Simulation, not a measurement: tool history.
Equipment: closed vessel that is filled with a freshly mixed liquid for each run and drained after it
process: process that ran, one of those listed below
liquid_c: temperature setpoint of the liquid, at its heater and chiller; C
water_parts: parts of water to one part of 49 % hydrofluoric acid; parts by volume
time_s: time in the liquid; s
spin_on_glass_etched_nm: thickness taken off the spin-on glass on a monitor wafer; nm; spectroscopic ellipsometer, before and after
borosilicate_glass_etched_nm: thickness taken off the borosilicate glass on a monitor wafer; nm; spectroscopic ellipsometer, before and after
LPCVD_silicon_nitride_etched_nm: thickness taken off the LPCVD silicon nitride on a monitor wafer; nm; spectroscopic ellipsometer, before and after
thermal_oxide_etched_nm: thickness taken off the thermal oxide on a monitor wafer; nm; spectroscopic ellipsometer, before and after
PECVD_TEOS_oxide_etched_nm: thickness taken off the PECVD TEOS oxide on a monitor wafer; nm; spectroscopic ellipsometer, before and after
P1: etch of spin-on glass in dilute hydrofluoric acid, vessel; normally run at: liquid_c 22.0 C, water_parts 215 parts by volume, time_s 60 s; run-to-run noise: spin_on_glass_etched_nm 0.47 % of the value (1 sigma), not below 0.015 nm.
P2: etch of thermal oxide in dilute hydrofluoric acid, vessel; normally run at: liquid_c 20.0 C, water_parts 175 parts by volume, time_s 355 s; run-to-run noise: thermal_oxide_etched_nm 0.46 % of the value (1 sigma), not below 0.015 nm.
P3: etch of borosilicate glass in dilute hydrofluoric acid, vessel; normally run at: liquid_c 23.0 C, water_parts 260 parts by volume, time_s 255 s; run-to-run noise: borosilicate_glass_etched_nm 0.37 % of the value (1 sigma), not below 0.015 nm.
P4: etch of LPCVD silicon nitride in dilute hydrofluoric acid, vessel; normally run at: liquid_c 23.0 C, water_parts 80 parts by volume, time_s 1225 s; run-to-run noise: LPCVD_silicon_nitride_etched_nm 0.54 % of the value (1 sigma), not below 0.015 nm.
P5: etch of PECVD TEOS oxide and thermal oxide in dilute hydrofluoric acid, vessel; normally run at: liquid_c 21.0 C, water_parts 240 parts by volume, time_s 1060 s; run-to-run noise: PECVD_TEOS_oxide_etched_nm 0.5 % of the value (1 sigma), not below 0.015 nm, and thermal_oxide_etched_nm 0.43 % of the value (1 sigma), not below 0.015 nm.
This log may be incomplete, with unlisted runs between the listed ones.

run   hour  process  liquid_c  water_parts  time_s  hours since the thermometer was replaced  hours since the hydrofluoric acid flow meter was replaced  spin_on_glass_etched_nm  borosilicate_glass_etched_nm  LPCVD_silicon_nitride_etched_nm  thermal_oxide_etched_nm  PECVD_TEOS_oxide_etched_nm
  1    8.7       P1      22.0          215      60                                     502.7                                                     1060.0                   8.5953
  2   18.1       P3      23.0          405     255                                     512.1                                                     1069.4                                                 18.597
  3   22.4       P4      23.0           80    1225                                     516.4                                                     1073.7                                                                                  8.4113
  4   31.1       P2      20.0          175     355                                     525.1                                                     1082.4                                                                                                           7.2405
  5   36.6       P5      21.0          240    1060                                     530.6                                                     1087.9                                                                                                          17.0170                     39.3920
  6   45.4       P4      23.0          135    1225                                     539.4                                                     1096.7                                                                                  4.9396
  7   51.4       P1      26.5          215      60                                     545.4                                                     1102.7                  10.0710
  8   57.5       P1      22.0           70      60                                     551.5                                                     1108.8                  30.7320
  9   63.1       P1      25.5          215      35                                     557.1                                                     1114.4                   5.7112
 10   71.8       P1      22.0          145      30                                     565.8                                                     1123.1                   6.8573
 11   81.3       P1      22.0          215      60                                     575.3                                                     1132.6                   8.5107
 12   90.0       P3      23.0          260     255                                     584.0                                                     1141.3                                                 33.261
 13   99.9       P1      22.0          215     110                                     593.9                                                     1151.2                  15.6090
 14  106.5       P1      22.0          215      60                                     600.5                                                     1157.8                   8.5326
 15  113.1       P2      20.0          175      75                                     607.1                                                     1164.4                                                                                                           1.5165
 16  120.8       P4      23.0           80    1225                                     614.8                                                     1172.1                                                                                  8.4035
 17  126.1       P3      23.0          260     255                                     620.1                                                     1177.4                                                 32.885
 18  131.5       P1      22.0          215      60                                     625.5                                                     1182.8                   8.5332
 19  139.3       P1      22.0          215      60                                     633.3                                                     1190.6                   8.5042
 20  148.2       P1      22.0          380      60                                     642.2                                                     1199.5                   4.1651
 21  157.1       P1      22.0          215      35                                     651.1                                                     1208.4                   5.0308
 22  165.1       P5      17.0          240    1060                                     659.1                                                     1216.4                                                                                                          14.5450                     33.9950
 23  173.1       P3      23.0          260     410                                     667.1                                                     1224.4                                                 53.304
     174.1  -- thermometer replaced
 24  181.2       P1      17.0          215      60                                       7.2                                                     1232.5                   7.0355
 25  186.2       P4      23.0           80     405                                      12.2                                                     1237.5                                                                                  2.7842
 26  191.6       P2      17.0          175     355                                      17.6                                                     1242.9                                                                                                           6.4864
 27  198.1       P2      20.0          300     355                                      24.1                                                     1249.4                                                                                                           3.7700
 28  202.7       P5      21.0          240    1060                                      28.7                                                     1254.0                                                                                                          16.8840                     39.3900
 29  208.0       P5      21.0          130    1060                                      34.0                                                     1259.3                                                                                                          34.8020                     81.6850
 30  215.1       P5      21.0          240     210                                      41.1                                                     1266.4                                                                                                           3.3433                      7.8932
 31  220.9       P3      17.0          260     255                                      46.9                                                     1272.2                                                 26.498
 32  229.5       P4      28.5           80    1225                                      55.5                                                     1280.8                                                                                 12.1250
 33  234.8       P1      22.0          215      60                                      60.8                                                     1286.1                   8.4861
 34  244.5       P1      22.0          215      60                                      70.5                                                     1295.8                   8.2470
 35  251.8       P1      22.0          215      60                                      77.8                                                     1303.1                   8.1483
 36  258.8       P1      22.0          215      60                                      84.8                                                     1310.1                   8.0897
 37  266.9       P1      22.0          215      60                                      92.9                                                     1318.2                   8.0269
 38  272.0       P1      22.0          215      60                                      98.0                                                     1323.3                   8.0829
 39  281.3       P1      22.0          215      60                                     107.3                                                     1332.6                   7.9722
 40  290.8       P1      22.0          215      60                                     116.8                                                     1342.1                   7.9708
 41  295.5       P1      22.0          215      60                                     121.5                                                     1346.8                   7.8563
 42  300.5       P1      22.0          215      60                                     126.5                                                     1351.8                   7.9140
 43  308.9       P1      22.0          215      60                                     134.9                                                     1360.2                   7.8545

What P1 gives has crept away from where it was. These 2 causes fit the log equally well, each at the size given:
A: hydrofluoric acid flow below the setpoint (%) = 5.87
B: liquid colder than its thermometer reads (K) = 1.96
The creep began at about hour 234.8.

Consider the 4 single-wafer check runs listed below, results given as question marks: which one distinguishes between the causes by giving clearly different results for each?
check 1  317.3       P5      17.0          240     300                                                                                                                                                                                                                     ?                           ?
check 2  317.3       P2      17.0          275     355                                                                                                                                                                                                                     ?
check 3  317.3       P3      17.5          370     255                                                                                                                                                           ?
check 4  317.3       P4      28.5          125    1225                                                                                                                                                                                            ?

Check results expected under each cause:
  check                           result    if A    if B
check 1          thermal_oxide_etched_nm  3.8233  3.8088
check 1       PECVD_TEOS_oxide_etched_nm  8.9415  8.9076
check 2          thermal_oxide_etched_nm  3.4782  3.4746
check 3     borosilicate_glass_etched_nm  16.003  16.109
check 4  LPCVD_silicon_nitride_etched_nm  7.2468  6.8032
Minimum pairwise separation of causes per check, each pair taken at its best-separating result: check 1 0.38 %; check 2 0.1 %; check 3 0.66 %; check 4 6.32 %
Check 4 is the one run that separates the causes; every other check would come out nearly the same whichever cause is at work.

After running check 4, the following was obtained: LPCVD_silicon_nitride_etched_nm 6.8690 nm. Which cause does this point to?

B is the cause: liquid colder than its thermometer reads (K).

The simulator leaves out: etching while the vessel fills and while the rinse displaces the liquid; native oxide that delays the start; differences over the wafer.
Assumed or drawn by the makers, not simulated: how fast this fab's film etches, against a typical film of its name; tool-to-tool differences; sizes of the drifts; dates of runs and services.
